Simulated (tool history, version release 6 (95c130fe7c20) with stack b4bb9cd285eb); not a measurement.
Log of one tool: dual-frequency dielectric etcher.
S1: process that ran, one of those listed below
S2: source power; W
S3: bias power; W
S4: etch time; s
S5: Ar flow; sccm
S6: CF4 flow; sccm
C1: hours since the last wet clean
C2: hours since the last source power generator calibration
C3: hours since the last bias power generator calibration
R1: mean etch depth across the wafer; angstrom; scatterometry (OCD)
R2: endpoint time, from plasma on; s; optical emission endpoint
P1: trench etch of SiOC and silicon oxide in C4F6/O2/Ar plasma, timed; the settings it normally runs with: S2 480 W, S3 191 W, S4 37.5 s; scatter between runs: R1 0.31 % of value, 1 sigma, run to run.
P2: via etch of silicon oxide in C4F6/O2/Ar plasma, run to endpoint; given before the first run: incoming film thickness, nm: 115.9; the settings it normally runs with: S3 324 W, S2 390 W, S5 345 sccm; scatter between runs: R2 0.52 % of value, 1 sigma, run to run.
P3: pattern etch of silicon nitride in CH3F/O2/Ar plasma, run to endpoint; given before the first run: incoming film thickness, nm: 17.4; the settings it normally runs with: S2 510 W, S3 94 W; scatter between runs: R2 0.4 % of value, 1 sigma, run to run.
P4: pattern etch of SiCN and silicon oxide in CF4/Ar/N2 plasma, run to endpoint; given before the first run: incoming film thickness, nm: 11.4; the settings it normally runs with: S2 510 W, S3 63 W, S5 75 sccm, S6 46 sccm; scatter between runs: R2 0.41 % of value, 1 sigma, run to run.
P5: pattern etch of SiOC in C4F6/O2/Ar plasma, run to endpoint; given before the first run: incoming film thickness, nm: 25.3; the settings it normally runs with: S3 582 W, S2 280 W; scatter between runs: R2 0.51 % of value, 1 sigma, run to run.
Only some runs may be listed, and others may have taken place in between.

run,day,S1,S2,S3,S4,S5,S6,C1,C2,C3,R1,R2
1,0.308,P1,480,191,37.5,,,199.8,564.2,963.5,793.72,
2,0.554,P3,510,122,,,,205.7,570.1,969.4,,19.134
3,0.838,P1,480,236,37.5,,,212.5,576.9,976.2,853.61,
4,1.246,P2,390,324,,232,,222.3,586.7,986,,29.283
5,1.6,P2,390,442,,345,,230.8,595.2,994.5,,27.141
# day 1.883: source power generator calibrated
6,2.042,P1,480,191,37.5,,,241.4,3.8,1005.1,793.83,
7,2.454,P3,510,94,,,,251.3,13.7,1015,,21.181
8,2.833,P5,350,582,,,,260.4,22.8,1024.1,,8.6644
9,3.071,P1,480,191,22,,,266.1,28.5,1029.8,466.52,
10,3.479,P5,280,813,,,,275.9,38.3,1039.6,,8.1946
11,3.742,P1,480,191,37.5,,,282.2,44.6,1045.9,795.47,
12,3.946,P5,280,582,,,,287.1,49.5,1050.8,,9.4122
13,4.196,P2,250,324,,345,,293.1,55.5,1056.8,,35.957
14,4.604,P1,480,191,50,,,302.9,65.3,1066.6,1055.2,
15,4.829,P1,310,191,37.5,,,308.3,70.7,1072,671.19,
16,5.217,P4,510,63,,89,46,317.6,80,1081.3,,13.369
17,5.571,P1,480,191,37.5,,,326.1,88.5,1089.8,795.84,
18,5.996,P3,710,94,,,,336.3,98.7,1100,,18.677
19,6.383,P1,480,191,37.5,,,345.6,108,1109.3,792.41,
20,6.662,P4,510,90,,75,46,352.3,114.7,1116,,11.535
21,7,P1,480,191,37.5,,,360.4,122.8,1124.1,797.2,
22,7.446,P1,630,191,37.5,,,371.1,133.5,1134.8,883.37,
23,7.662,P2,390,324,,345,,376.3,138.7,1140,,30.694
24,8.1,P1,480,134,37.5,,,386.8,149.2,1150.5,716.57,
25,8.496,P4,510,63,,75,46,396.3,158.7,1160,,13.017
26,8.862,P2,390,324,,345,,405.1,167.5,1168.8,,30.543
27,9.242,P1,350,191,50.5,,,414.2,176.6,1177.9,945.51,
28,9.525,P1,400,230,37.5,,,421,183.4,1184.7,787.49,
29,9.967,P4,720,63,,75,46,431.6,194,1195.3,,9.5854
30,10.254,P4,510,63,,75,65,438.5,200.9,1202.2,,12.404
31,10.662,P4,510,63,,75,46,448.3,210.7,1212,,12.94
32,10.925,P1,480,191,37.5,,,454.6,217,1218.3,791.77,
33,11.183,P1,480,191,37.5,,,460.8,223.2,1224.5,798.3,
34,11.567,P1,480,191,37.5,,,470,232.4,1233.7,799.6,
35,11.912,P1,480,191,37.5,,,478.3,240.7,1242,803.81,
36,12.229,P1,480,191,37.5,,,485.9,248.3,1249.6,802.61,
# day 12.333: wet clean of the chamber
37,12.662,P1,480,191,37.5,,,8,258.7,1260,805.56,
38,12.996,P1,480,191,37.5,,,16,266.7,1268,813.57,
39,13.275,P1,480,191,37.5,,,22.7,273.4,1274.7,805.74,
40,13.55,P1,480,191,37.5,,,29.3,280,1281.3,808.91,
41,13.833,P1,480,191,37.5,,,36.1,286.8,1288.1,809.72,
42,14.192,P1,480,191,37.5,,,44.7,295.4,1296.7,810.18,

P1 no longer gives what it gave before; its output has crept away from where it was. The following 2 causes, each at its listed size, fit the log equally well:
A: bias power that arrives over what is set, % = 4.95
B: source power that arrives over what is set, % = 4.02
At approximately day 10.925, the process output began to creep.
All other causes, with the reason each is excluded:
chamber walls in a state that raises the etch rate, %: maintenance at day 12.333, after the shift began, did not return the process to its former output

Of the 4 check runs below, each run on 2 wafers with the results averaged and each result still a question mark, which one would tell the listed causes apart?
check 1,14.55,P5,340,800,,,,,,,,?
check 2,14.55,P4,710,63,,75,63,,,,,?
check 3,14.55,P3,510,114,,,,,,,,?
check 4,14.55,P2,300,381,,345,,,,,,?

Outcome of each check run for each possible cause:
check,result,if A,if B
check 1,R2,7.5693,7.608
check 2,R2,9.082,8.8993
check 3,R2,19.358,19.423
check 4,R2,31.276,31.37
Smallest distance between any two causes, each pair judged by its most separating result, in per cent: check 1 0.51 %; check 2 2.03 %; check 3 0.33 %; check 4 0.3 %
Only check 2 tells the causes apart: in the others they would give nearly the same result.

The results of check 2 are: R2 8.8975 s. Based on these, which of the listed causes is it?

It was cause B: source power that arrives over what is set, %.

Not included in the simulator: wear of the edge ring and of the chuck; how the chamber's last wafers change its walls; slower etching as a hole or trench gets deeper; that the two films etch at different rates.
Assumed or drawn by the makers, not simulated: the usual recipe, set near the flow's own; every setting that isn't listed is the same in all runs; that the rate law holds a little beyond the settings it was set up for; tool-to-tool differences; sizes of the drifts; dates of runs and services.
